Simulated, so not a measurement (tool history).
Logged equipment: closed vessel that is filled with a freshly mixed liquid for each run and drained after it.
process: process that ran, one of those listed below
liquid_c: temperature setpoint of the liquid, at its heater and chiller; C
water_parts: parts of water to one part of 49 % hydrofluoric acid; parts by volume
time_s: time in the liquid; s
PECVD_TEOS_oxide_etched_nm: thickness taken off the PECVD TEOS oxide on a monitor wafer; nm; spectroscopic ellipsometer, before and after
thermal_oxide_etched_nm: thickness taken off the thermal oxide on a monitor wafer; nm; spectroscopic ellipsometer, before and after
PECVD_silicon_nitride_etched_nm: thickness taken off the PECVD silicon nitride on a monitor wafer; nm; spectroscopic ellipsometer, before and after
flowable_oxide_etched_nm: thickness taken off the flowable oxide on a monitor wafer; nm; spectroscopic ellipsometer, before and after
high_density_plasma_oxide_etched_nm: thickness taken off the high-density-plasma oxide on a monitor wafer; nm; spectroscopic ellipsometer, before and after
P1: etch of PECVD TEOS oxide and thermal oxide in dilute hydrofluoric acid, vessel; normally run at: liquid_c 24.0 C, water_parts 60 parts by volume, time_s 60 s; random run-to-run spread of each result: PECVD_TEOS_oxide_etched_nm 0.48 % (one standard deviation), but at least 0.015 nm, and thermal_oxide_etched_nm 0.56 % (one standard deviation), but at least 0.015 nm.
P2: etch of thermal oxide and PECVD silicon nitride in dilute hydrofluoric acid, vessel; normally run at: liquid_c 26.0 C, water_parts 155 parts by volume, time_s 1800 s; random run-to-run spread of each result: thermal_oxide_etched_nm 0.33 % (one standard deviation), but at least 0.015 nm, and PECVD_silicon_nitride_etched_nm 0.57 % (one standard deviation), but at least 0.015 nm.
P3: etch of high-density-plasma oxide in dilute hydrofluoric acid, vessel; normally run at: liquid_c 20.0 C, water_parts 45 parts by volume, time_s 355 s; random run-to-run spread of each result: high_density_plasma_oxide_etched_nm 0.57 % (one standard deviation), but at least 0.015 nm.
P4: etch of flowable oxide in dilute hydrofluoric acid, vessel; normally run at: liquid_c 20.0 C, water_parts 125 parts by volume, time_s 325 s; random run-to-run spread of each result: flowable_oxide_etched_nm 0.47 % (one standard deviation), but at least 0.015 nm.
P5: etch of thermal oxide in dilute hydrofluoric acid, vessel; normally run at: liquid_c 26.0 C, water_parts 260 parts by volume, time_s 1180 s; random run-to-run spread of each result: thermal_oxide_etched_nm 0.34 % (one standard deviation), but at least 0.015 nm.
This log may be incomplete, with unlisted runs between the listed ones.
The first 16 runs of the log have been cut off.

run,hour,process,liquid_c,water_parts,time_s,hours since the thermometer was replaced,hours since the hydrofluoric acid flow meter was replaced,PECVD_TEOS_oxide_etched_nm,thermal_oxide_etched_nm,PECVD_silicon_nitride_etched_nm,flowable_oxide_etched_nm,high_density_plasma_oxide_etched_nm
17,77.7,P5,26.0,50,1180,379.6,997.4,,138.50000,,,
18,80.8,P1,24.0,60,60,382.7,1000.5,24.570,4.98200,,,
19,84.4,P4,20.0,190,325,386.3,1004.1,,,,33.494,
20,88.1,P1,24.0,100,60,390.0,1007.8,14.003,2.88960,,,
21,92.7,P2,26.0,155,1800,394.6,1012.4,,59.24100,25.870,,
22,95.8,P4,17.0,125,325,397.7,1015.5,,,,48.836,
23,99.3,P5,26.0,260,50,401.2,1019.0,,0.87855,,,
24,103.6,P3,20.0,45,355,405.5,1023.3,,,,,36.500
25,108.2,P4,20.0,125,325,410.1,1027.9,,,,54.802,
26,113.5,P1,24.0,60,60,415.4,1033.2,24.436,5.04130,,,
27,116.9,P3,17.0,45,355,418.8,1036.6,,,,,32.024
28,119.8,P1,24.0,30,60,421.7,1039.5,50.522,10.45300,,,

What does the tool deliver on the next run?
29,125.4,P1,24.0,60,60,427.3,1045.1,?,?,,,

{"run 29": {"PECVD_TEOS_oxide_etched_nm": 24.593, "thermal_oxide_etched_nm": 5.0014}}
